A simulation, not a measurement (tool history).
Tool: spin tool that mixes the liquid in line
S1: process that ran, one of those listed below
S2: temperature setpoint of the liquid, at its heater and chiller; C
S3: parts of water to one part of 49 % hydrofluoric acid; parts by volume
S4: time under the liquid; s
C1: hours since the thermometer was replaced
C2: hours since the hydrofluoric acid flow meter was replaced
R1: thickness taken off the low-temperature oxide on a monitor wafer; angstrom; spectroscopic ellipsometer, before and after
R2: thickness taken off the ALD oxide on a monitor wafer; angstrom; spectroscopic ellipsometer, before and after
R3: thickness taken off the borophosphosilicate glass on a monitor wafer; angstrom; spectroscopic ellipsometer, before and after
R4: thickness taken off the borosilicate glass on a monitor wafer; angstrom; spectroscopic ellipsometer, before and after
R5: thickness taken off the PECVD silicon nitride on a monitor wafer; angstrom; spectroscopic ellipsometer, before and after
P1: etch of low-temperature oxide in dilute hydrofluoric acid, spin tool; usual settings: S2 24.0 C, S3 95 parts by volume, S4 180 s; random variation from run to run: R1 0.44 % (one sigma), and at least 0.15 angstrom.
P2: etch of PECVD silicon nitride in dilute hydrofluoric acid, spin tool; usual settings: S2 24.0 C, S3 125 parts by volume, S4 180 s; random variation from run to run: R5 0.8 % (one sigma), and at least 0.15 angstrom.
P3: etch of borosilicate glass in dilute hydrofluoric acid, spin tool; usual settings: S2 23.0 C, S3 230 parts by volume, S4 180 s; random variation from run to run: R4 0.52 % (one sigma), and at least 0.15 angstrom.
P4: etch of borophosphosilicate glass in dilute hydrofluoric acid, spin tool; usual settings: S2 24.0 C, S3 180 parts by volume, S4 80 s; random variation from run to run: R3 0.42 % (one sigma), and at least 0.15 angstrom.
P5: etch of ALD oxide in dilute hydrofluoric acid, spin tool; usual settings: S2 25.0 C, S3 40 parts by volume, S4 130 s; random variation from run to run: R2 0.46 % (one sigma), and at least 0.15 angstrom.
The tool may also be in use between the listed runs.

run 1 day=0.312 | S1=P1 S2=24.0 S3=95 S4=180 | C1=124.8 C2=181.3 | R1=303.980
run 2 day=0.712 | S1=P1 S2=28.0 S3=95 S4=180 | C1=134.4 C2=190.9 | R1=352.150
run 3 day=1.267 | S1=P5 S2=32.5 S3=40 S4=130 | C1=147.7 C2=204.2 | R2=520.74
run 4 day=1.792 | S1=P1 S2=24.0 S3=45 S4=180 | C1=160.3 C2=216.8 | R1=681.380
run 5 day=2.233 | S1=P1 S2=24.0 S3=175 S4=180 | C1=170.9 C2=227.4 | R1=149.300
run 6 day=2.533 | S1=P1 S2=24.0 S3=45 S4=255 | C1=178.1 C2=234.6 | R1=971.450
run 7 day=2.954 | S1=P4 S2=24.0 S3=180 S4=80 | C1=188.2 C2=244.7 | R3=162.000
run 8 day=3.596 | S1=P3 S2=23.0 S3=45 S4=180 | C1=203.6 C2=260.1 | R4=944.450
run 9 day=4.162 | S1=P1 S2=24.0 S3=175 S4=25 | C1=217.2 C2=273.7 | R1=20.527
run 10 day=4.792 | S1=P5 S2=25.0 S3=40 S4=230 | C1=232.3 C2=288.8 | R2=687.77
run 11 day=5.075 | S1=P2 S2=24.0 S3=125 S4=20 | C1=239.1 C2=295.6 | R5=3.1508
run 12 day=5.729 | S1=P1 S2=24.0 S3=95 S4=180 | C1=254.8 C2=311.3 | R1=301.390
run 13 day=6.267 | S1=P2 S2=24.0 S3=125 S4=180 | C1=267.7 C2=324.2 | R5=29.8660
run 14 day=6.588 | S1=P1 S2=24.0 S3=95 S4=25 | C1=275.4 C2=331.9 | R1=41.993
run 15 day=6.904 | S1=P2 S2=24.0 S3=215 S4=180 | C1=283.0 C2=339.5 | R5=17.4850
run 16 day=7.412 | S1=P2 S2=24.0 S3=125 S4=180 | C1=295.2 C2=351.7 | R5=29.6770
run 17 day=7.854 | S1=P3 S2=30.0 S3=230 S4=180 | C1=305.8 C2=362.3 | R4=191.600
run 18 day=8.483 | S1=P4 S2=31.5 S3=180 S4=80 | C1=320.9 C2=377.4 | R3=210.880
run 19 day=8.800 | S1=P3 S2=23.0 S3=230 S4=180 | C1=328.5 C2=385.0 | R4=150.810
run 20 day=9.267 | S1=P5 S2=25.0 S3=40 S4=130 | C1=339.7 C2=396.2 | R2=387.49
run 21 day=9.892 | S1=P1 S2=24.0 S3=95 S4=275 | C1=354.7 C2=411.2 | R1=458.620
run 22 day=10.433 | S1=P5 S2=25.0 S3=20 S4=130 | C1=367.7 C2=424.2 | R2=801.12
run 23 day=11.071 | S1=P2 S2=31.5 S3=125 S4=180 | C1=383.0 C2=439.5 | R5=47.2540
run 24 day=11.629 | S1=P1 S2=24.0 S3=95 S4=180 | C1=396.4 C2=452.9 | R1=302.820
run 25 day=12.046 | S1=P3 S2=23.0 S3=230 S4=180 | C1=406.4 C2=462.9 | R4=150.520
run 26 day=12.671 | S1=P1 S2=24.0 S3=95 S4=180 | C1=421.4 C2=477.9 | R1=301.170
run 27 day=13.196 | S1=P1 S2=17.0 S3=95 S4=180 | C1=434.0 C2=490.5 | R1=227.530
run 28 day=13.638 | S1=P3 S2=23.0 S3=230 S4=15 | C1=444.6 C2=501.1 | R4=12.604
run 29 day=14.121 | S1=P4 S2=24.0 S3=180 S4=20 | C1=456.2 C2=512.7 | R3=40.224
run 30 day=14.721 | S1=P4 S2=24.0 S3=180 S4=80 | C1=470.6 C2=527.1 | R3=160.640
run 31 day=15.021 | S1=P1 S2=24.0 S3=95 S4=180 | C1=477.8 C2=534.3 | R1=302.630
run 32 day=15.471 | S1=P1 S2=24.0 S3=95 S4=180 | C1=488.6 C2=545.1 | R1=302.850
run 33 day=15.975 | S1=P4 S2=24.0 S3=100 S4=80 | C1=500.7 C2=557.2 | R3=318.870
run 34 day=16.500 | S1=P1 S2=24.0 S3=95 S4=180 | C1=513.3 C2=569.8 | R1=302.310
run 35 day=16.783 | S1=P1 S2=24.0 S3=95 S4=180 | C1=520.1 C2=576.6 | R1=294.850
run 36 day=17.154 | S1=P1 S2=24.0 S3=95 S4=180 | C1=529.0 C2=585.5 | R1=293.130
run 37 day=17.579 | S1=P1 S2=24.0 S3=95 S4=180 | C1=539.2 C2=595.7 | R1=288.060
run 38 day=18.067 | S1=P1 S2=24.0 S3=95 S4=180 | C1=550.9 C2=607.4 | R1=284.160
run 39 day=18.392 | S1=P1 S2=24.0 S3=95 S4=180 | C1=558.7 C2=615.2 | R1=282.670
run 40 day=18.929 | S1=P1 S2=24.0 S3=95 S4=180 | C1=571.6 C2=628.1 | R1=281.640
run 41 day=19.550 | S1=P1 S2=24.0 S3=95 S4=180 | C1=586.5 C2=643.0 | R1=283.850
run 42 day=19.954 | S1=P1 S2=24.0 S3=95 S4=180 | C1=596.2 C2=652.7 | R1=281.700

What P1 gives has crept away from where it was. These 2 causes fit the log equally well, each at the size given:
A: liquid colder than its thermometer reads (K) = 1.7
B: hydrofluoric acid flow below the setpoint (%) = 5.9
The creep began at about day 16.500.

4 check runs are offered, each on 5 wafers whose results are averaged, their results left as question marks. Which one tells the causes apart?
run check 1 day=20.358 | S1=P4 S2=24.0 S3=110 S4=50 | R3=?
run check 2 day=20.358 | S1=P2 S2=24.0 S3=205 S4=180 | R5=?
run check 3 day=20.358 | S1=P3 S2=23.0 S3=80 S4=180 | R4=?
run check 4 day=20.358 | S1=P5 S2=30.5 S3=40 S4=130 | R2=?

What each check would give under each cause:
check=check_1 result=R3 if_A=167.220 if_B=166.930
check=check_2 result=R5 if_A=16.4010 if_B=17.2070
check=check_3 result=R4 if_A=474.230 if_B=475.380
check=check_4 result=R2 if_A=453.67 if_B=454.91
How far apart the two closest causes lie, in the result that separates them most: check 1 0.18 %; check 2 4.8 %; check 3 0.24 %; check 4 0.27 %
Check 2 tells the causes apart: in the others they would give nearly the same result.

Then check 2 was run and gave: R5 16.3470 angstrom. Which cause is it?

It is A: liquid colder than its thermometer reads (K).
